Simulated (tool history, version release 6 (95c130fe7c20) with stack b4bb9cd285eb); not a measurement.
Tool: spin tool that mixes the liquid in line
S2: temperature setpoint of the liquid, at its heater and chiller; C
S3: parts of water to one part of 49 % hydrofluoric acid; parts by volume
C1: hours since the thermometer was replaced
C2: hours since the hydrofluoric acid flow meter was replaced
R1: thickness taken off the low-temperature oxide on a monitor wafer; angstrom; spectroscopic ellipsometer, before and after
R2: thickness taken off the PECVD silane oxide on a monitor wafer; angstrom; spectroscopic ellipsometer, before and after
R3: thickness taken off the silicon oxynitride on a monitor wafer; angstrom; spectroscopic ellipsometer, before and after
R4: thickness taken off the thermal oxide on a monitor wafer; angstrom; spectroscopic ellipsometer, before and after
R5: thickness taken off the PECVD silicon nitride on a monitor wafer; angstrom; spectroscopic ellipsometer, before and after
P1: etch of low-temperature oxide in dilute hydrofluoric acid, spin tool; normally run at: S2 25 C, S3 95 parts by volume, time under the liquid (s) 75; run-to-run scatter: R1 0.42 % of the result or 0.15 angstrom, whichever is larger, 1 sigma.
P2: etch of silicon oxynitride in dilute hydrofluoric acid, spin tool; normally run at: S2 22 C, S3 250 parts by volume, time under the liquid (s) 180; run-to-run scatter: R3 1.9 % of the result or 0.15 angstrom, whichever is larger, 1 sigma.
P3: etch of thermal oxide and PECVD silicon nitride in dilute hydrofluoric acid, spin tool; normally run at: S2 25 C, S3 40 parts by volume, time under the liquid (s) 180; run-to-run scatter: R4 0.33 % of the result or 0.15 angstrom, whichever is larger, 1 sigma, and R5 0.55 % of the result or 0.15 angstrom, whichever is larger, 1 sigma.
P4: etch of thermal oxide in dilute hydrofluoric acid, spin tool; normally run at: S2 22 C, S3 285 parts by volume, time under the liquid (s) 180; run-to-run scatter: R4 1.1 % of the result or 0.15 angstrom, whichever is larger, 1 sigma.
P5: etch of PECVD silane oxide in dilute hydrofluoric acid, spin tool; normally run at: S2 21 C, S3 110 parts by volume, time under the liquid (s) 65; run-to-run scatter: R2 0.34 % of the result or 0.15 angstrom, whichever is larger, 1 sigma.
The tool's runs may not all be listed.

{"run": 1, "day": 0.096, "process that ran": "P1", "S2": 25, "S3": 95, "time under the liquid (s)": 75, "C1": 1580.1, "C2": 289.7, "R1": 269.85}
{"run": 2, "day": 0.188, "process that ran": "P5", "S2": 21, "S3": 110, "time under the liquid (s)": 65, "C1": 1582.3, "C2": 291.9, "R2": 137.15}
{"run": 3, "day": 0.321, "process that ran": "P2", "S2": 22, "S3": 250, "time under the liquid (s)": 25, "C1": 1585.5, "C2": 295.1, "R3": 1.857}
{"run": 4, "day": 0.488, "process that ran": "P2", "S2": 30.5, "S3": 250, "time under the liquid (s)": 180, "C1": 1589.5, "C2": 299.1, "R3": 16.86}
{"run": 5, "day": 0.662, "process that ran": "P1", "S2": 31, "S3": 95, "time under the liquid (s)": 140, "C1": 1593.7, "C2": 303.3, "R1": 632.83}
{"run": 6, "day": 0.825, "process that ran": "P1", "S2": 25, "S3": 95, "time under the liquid (s)": 75, "C1": 1597.6, "C2": 307.2, "R1": 267.43}
{"run": 7, "day": 1.017, "process that ran": "P1", "S2": 25, "S3": 95, "time under the liquid (s)": 75, "C1": 1602.2, "C2": 311.8, "R1": 266.93}
{"run": 8, "day": 1.146, "process that ran": "P1", "S2": 31.5, "S3": 95, "time under the liquid (s)": 75, "C1": 1605.3, "C2": 314.9, "R1": 342.56}
{"run": 9, "day": 1.325, "process that ran": "P1", "S2": 25, "S3": 95, "time under the liquid (s)": 75, "C1": 1609.6, "C2": 319.2, "R1": 267.02}
{"run": 10, "day": 1.508, "process that ran": "P1", "S2": 25, "S3": 95, "time under the liquid (s)": 75, "C1": 1614, "C2": 323.6, "R1": 269.52}
{"run": 11, "day": 1.7, "process that ran": "P1", "S2": 20.5, "S3": 95, "time under the liquid (s)": 75, "C1": 1618.6, "C2": 328.2, "R1": 223.9}
{"run": 12, "day": 1.908, "process that ran": "P5", "S2": 21, "S3": 110, "time under the liquid (s)": 30, "C1": 1623.6, "C2": 333.2, "R2": 63.705}
{"run": 13, "day": 2.054, "process that ran": "P1", "S2": 28.5, "S3": 95, "time under the liquid (s)": 110, "C1": 1627.1, "C2": 336.7, "R1": 447.34}
{"run": 14, "day": 2.175, "process that ran": "P2", "S2": 22, "S3": 75, "time under the liquid (s)": 180, "C1": 1630, "C2": 339.6, "R3": 44.073}
{"run": 15, "day": 2.367, "process that ran": "P4", "S2": 22, "S3": 285, "time under the liquid (s)": 25, "C1": 1634.6, "C2": 344.2, "R4": 3.0754}
{"run": 16, "day": 2.492, "process that ran": "P1", "S2": 25, "S3": 95, "time under the liquid (s)": 75, "C1": 1637.6, "C2": 347.2, "R1": 266.48}
{"run": 17, "day": 2.592, "process that ran": "P4", "S2": 22, "S3": 285, "time under the liquid (s)": 180, "C1": 1640, "C2": 349.6, "R4": 22.024}
{"run": 18, "day": 2.783, "process that ran": "P2", "S2": 22, "S3": 250, "time under the liquid (s)": 180, "C1": 1644.6, "C2": 354.2, "R3": 11.99}
{"run": 19, "day": 2.883, "process that ran": "P5", "S2": 21, "S3": 195, "time under the liquid (s)": 65, "C1": 1647, "C2": 356.6, "R2": 71.482}
{"run": 20, "day": 3.062, "process that ran": "P1", "S2": 25, "S3": 40, "time under the liquid (s)": 75, "C1": 1651.3, "C2": 360.9, "R1": 680.87}
{"run": 21, "day": 3.162, "process that ran": "P3", "S2": 25, "S3": 40, "time under the liquid (s)": 180, "C1": 1653.7, "C2": 363.3, "R4": 227.76, "R5": 177.83}
{"run": 22, "day": 3.329, "process that ran": "P1", "S2": 25, "S3": 95, "time under the liquid (s)": 25, "C1": 1657.7, "C2": 367.3, "R1": 89.44}
{"run": 23, "day": 3.508, "process that ran": "P4", "S2": 17, "S3": 285, "time under the liquid (s)": 180, "C1": 1662, "C2": 371.6, "R4": 18.442}
{"run": 24, "day": 3.633, "process that ran": "P1", "S2": 25, "S3": 95, "time under the liquid (s)": 140, "C1": 1665, "C2": 374.6, "R1": 499.71}
{"run": 25, "day": 3.758, "process that ran": "P1", "S2": 29, "S3": 20, "time under the liquid (s)": 75, "C1": 1668, "C2": 377.6, "R1": 1659.4}
{"run": 26, "day": 3.854, "process that ran": "P4", "S2": 22, "S3": 75, "time under the liquid (s)": 180, "C1": 1670.3, "C2": 379.9, "R4": 106.25}
{"run": 27, "day": 4.004, "process that ran": "P3", "S2": 25, "S3": 40, "time under the liquid (s)": 20, "C1": 1673.9, "C2": 383.5, "R4": 25.506, "R5": 19.681}
{"run": 28, "day": 4.212, "process that ran": "P5", "S2": 21, "S3": 110, "time under the liquid (s)": 65, "C1": 1678.9, "C2": 388.5, "R2": 138}
{"run": 29, "day": 4.375, "process that ran": "P3", "S2": 32, "S3": 40, "time under the liquid (s)": 180, "C1": 1682.8, "C2": 392.4, "R4": 302.93, "R5": 282.02}
{"run": 30, "day": 4.571, "process that ran": "P1", "S2": 25, "S3": 130, "time under the liquid (s)": 75, "C1": 1687.5, "C2": 397.1, "R1": 187.27}
{"run": 31, "day": 4.738, "process that ran": "P5", "S2": 26, "S3": 110, "time under the liquid (s)": 65, "C1": 1691.5, "C2": 401.1, "R2": 167.65}
{"run": 32, "day": 4.862, "process that ran": "P3", "S2": 25, "S3": 70, "time under the liquid (s)": 180, "C1": 1694.5, "C2": 404.1, "R4": 126.28, "R5": 101.57}
{"run": 33, "day": 4.988, "process that ran": "P2", "S2": 22, "S3": 250, "time under the liquid (s)": 180, "C1": 1697.5, "C2": 407.1, "R3": 11.722}
{"run": 34, "day": 5.1, "process that ran": "P1", "S2": 25, "S3": 95, "time under the liquid (s)": 75, "C1": 1700.2, "C2": 409.8, "R1": 266.17}
{"run": 35, "day": 5.292, "process that ran": "P1", "S2": 25, "S3": 95, "time under the liquid (s)": 75, "C1": 1704.8, "C2": 414.4, "R1": 273.28}
{"run": 36, "day": 5.429, "process that ran": "P1", "S2": 25, "S3": 95, "time under the liquid (s)": 75, "C1": 1708.1, "C2": 417.7, "R1": 277.6}

Forecast run 37:
{"run": 37, "day": 5.571, "process that ran": "P1", "S2": 25, "S3": 95, "time under the liquid (s)": 75, "C1": 1711.5, "C2": 421.1, "R1": "?"}

{"run 37": {"R1": 279.85}}
